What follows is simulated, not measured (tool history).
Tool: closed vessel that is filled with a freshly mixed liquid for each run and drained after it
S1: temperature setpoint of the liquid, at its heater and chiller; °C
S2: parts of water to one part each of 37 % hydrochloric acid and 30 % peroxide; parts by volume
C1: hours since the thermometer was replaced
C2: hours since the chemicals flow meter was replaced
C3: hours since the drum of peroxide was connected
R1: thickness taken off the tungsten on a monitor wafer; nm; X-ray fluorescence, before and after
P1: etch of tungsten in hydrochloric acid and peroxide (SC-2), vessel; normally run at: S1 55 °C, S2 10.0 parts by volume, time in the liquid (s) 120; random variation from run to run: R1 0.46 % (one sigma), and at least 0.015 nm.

Run 1, day 0.604: S1 55 °C, S2 10.0 parts by volume, time in the liquid (s) 120; C1 747.9; C2 469.6; C3 560.4. Result: R1 49.264 nm.
Run 2, day 1.346: S1 55 °C, S2 10.0 parts by volume, time in the liquid (s) 120; C1 765.7; C2 487.4; C3 578.2. Result: R1 49.660 nm.
Run 3, day 1.804: S1 55 °C, S2 17.5 parts by volume, time in the liquid (s) 120; C1 776.7; C2 498.4; C3 589.2. Result: R1 30.457 nm.
Run 4, day 2.171: S1 55 °C, S2 4.0 parts by volume, time in the liquid (s) 120; C1 785.5; C2 507.2; C3 598.0. Result: R1 98.989 nm.
Run 5, day 2.783: S1 55 °C, S2 10.0 parts by volume, time in the liquid (s) 120; C1 800.2; C2 521.9; C3 612.7. Result: R1 49.569 nm.
Run 6, day 3.312: S1 55 °C, S2 10.0 parts by volume, time in the liquid (s) 120; C1 812.9; C2 534.6; C3 625.4. Result: R1 49.520 nm.
Run 7, day 3.900: S1 40 °C, S2 10.0 parts by volume, time in the liquid (s) 120; C1 827.0; C2 548.7; C3 639.5. Result: R1 17.861 nm.
Run 8, day 4.650: S1 68 °C, S2 10.0 parts by volume, time in the liquid (s) 120; C1 845.0; C2 566.7; C3 657.5. Result: R1 110.850 nm.
Run 9, day 5.346: S1 55 °C, S2 10.0 parts by volume, time in the liquid (s) 40; C1 861.7; C2 583.4; C3 674.2. Result: R1 16.455 nm.
Run 10, day 6.012: S1 55 °C, S2 10.0 parts by volume, time in the liquid (s) 120; C1 877.7; C2 599.4; C3 690.2. Result: R1 48.999 nm.
Run 11, day 6.600: S1 55 °C, S2 10.0 parts by volume, time in the liquid (s) 120; C1 891.8; C2 613.5; C3 704.3. Result: R1 48.923 nm.
Run 12, day 7.254: S1 66 °C, S2 10.0 parts by volume, time in the liquid (s) 30; C1 907.5; C2 629.2; C3 720.0. Result: R1 24.611 nm.
Run 13, day 7.654: S1 55 °C, S2 10.0 parts by volume, time in the liquid (s) 225; C1 917.1; C2 638.8; C3 729.6. Result: R1 92.661 nm.
Run 14, day 8.421: S1 55 °C, S2 10.0 parts by volume, time in the liquid (s) 120; C1 935.5; C2 657.2; C3 748.0. Result: R1 49.578 nm.
Run 15, day 9.171: S1 55 °C, S2 10.0 parts by volume, time in the liquid (s) 120; C1 953.5; C2 675.2; C3 766.0. Result: R1 51.529 nm.
Run 16, day 9.704: S1 55 °C, S2 10.0 parts by volume, time in the liquid (s) 120; C1 966.3; C2 688.0; C3 778.8. Result: R1 52.357 nm.

Forecast run 17:
Run 17, day 10.150: S1 55 °C, S2 10.0 parts by volume, time in the liquid (s) 120; C1 977.0; C2 698.7; C3 789.5. Result: R1 ?.

R1: 53.010 nm
